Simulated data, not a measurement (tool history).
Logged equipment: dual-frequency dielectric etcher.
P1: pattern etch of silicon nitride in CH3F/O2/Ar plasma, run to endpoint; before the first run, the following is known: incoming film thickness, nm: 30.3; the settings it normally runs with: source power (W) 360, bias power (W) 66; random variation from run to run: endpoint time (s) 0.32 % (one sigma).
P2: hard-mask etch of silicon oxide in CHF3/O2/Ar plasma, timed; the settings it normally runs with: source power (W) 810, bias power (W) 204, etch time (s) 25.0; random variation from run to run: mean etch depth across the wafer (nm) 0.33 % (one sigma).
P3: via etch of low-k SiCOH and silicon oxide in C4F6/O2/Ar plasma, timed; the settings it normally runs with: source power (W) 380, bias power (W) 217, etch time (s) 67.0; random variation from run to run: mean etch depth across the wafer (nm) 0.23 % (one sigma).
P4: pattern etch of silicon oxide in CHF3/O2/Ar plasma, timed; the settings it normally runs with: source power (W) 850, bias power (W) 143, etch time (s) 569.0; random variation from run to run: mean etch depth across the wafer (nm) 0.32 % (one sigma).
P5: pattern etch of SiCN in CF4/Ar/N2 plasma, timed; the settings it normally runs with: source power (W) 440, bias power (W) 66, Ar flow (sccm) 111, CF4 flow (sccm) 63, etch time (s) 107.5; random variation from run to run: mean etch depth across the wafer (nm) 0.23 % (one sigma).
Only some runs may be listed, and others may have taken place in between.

run,day,process that ran,source power (W),bias power (W),etch time (s),Ar flow (sccm),CF4 flow (sccm),endpoint time (s),mean etch depth across the wafer (nm)
1,0.129,P1,360,66,,,,46.279,
2,0.242,P1,260,66,,,,52.065,
3,0.417,P1,440,51,,,,46.337,
4,0.529,P4,1140,143,569.0,,,,1329.500
5,0.633,P1,360,66,,,,46.018,
6,0.792,P2,810,253,25.0,,,,63.299
7,0.875,P2,810,204,25.0,,,,58.096
8,1.046,P1,480,66,,,,41.418,
9,1.171,P5,440,66,60.0,111,63,,47.780
10,1.288,P1,360,54,,,,49.145,
11,1.371,P4,850,143,414.0,,,,861.510
12,1.512,P5,440,66,107.5,111,81,,89.035
13,1.625,P1,360,66,,,,45.927,
14,1.771,P5,440,66,107.5,87,63,,89.287
15,1.850,P1,360,83,,,,42.423,
16,1.946,P4,850,143,569.0,,,,1190.700
17,2.058,P3,380,217,67.0,,,,181.310
18,2.142,P1,360,66,,,,45.875,
19,2.221,P2,810,204,14.0,,,,32.586
20,2.321,P1,360,66,,,,45.835,
21,2.458,P5,440,66,107.5,111,63,,85.871
22,2.562,P5,440,54,107.5,111,63,,80.132
23,2.667,P1,360,66,,,,45.985,
24,2.796,P2,810,204,25.0,,,,58.648
25,2.938,P3,380,217,37.0,,,,99.753
26,3.054,P2,550,204,25.0,,,,50.439
27,3.208,P3,380,304,67.0,,,,202.770
28,3.329,P3,550,217,67.0,,,,208.590
29,3.425,P1,270,85,,,,47.330,
30,3.546,P5,440,66,107.5,111,63,,85.605
31,3.646,P5,350,66,107.5,111,63,,70.294
32,3.775,P4,850,100,569.0,,,,1068.900
33,3.867,P1,360,66,,,,46.205,
34,4.033,P1,360,66,,,,45.715,
35,4.150,P1,360,66,,,,45.200,
# day 4.250: wet clean of the chamber
36,4.296,P1,360,66,,,,45.274,
37,4.392,P1,360,66,,,,45.424,
38,4.538,P1,360,66,,,,45.207,
39,4.633,P1,360,66,,,,45.540,

The output of P1 has drifted from where it used to be. Each of the 2 causes below, taken at the size shown beside it, accounts for the log equally well:
A: source power that arrives over what is set, % = 4.33
B: bias power that arrives over what is set, % = 4.86
The gradual shift began around day 3.867.
Why every other cause is out:
chamber walls in a state that raises the etch rate, %: was serviced at day 4.250, once the creep was under way, yet the earlier output never came back

Question marks stand in for the results of the 4 check runs listed below, each run on one wafer. Under which run would the listed causes show clearly different results?
check 1,4.729,P5,440,66,74.0,111,73,,?
check 2,4.729,P4,1070,107,569.0,,,,?
check 3,4.729,P2,650,204,14.0,,,,?
check 4,4.729,P3,530,217,67.0,,,,?

Expected result of each check under each candidate cause:
check,result,if A,if B
check 1,mean etch depth across the wafer (nm),62.716,61.423
check 2,mean etch depth across the wafer (nm),1213.300,1209.000
check 3,mean etch depth across the wafer (nm),30.541,30.548
check 4,mean etch depth across the wafer (nm),209.640,209.410
Smallest distance between any two causes, each pair judged by its most separating result, in per cent: check 1 2.08 %; check 2 0.35 %; check 3 0.02 %; check 4 0.11 %
Check 1 is the one run that separates the causes; every other check would come out nearly the same whichever cause is at work.

Check 1 was carried out, with these results: mean etch depth across the wafer (nm) 62.683. Which of the listed causes is responsible?

It is A: source power that arrives over what is set, %.

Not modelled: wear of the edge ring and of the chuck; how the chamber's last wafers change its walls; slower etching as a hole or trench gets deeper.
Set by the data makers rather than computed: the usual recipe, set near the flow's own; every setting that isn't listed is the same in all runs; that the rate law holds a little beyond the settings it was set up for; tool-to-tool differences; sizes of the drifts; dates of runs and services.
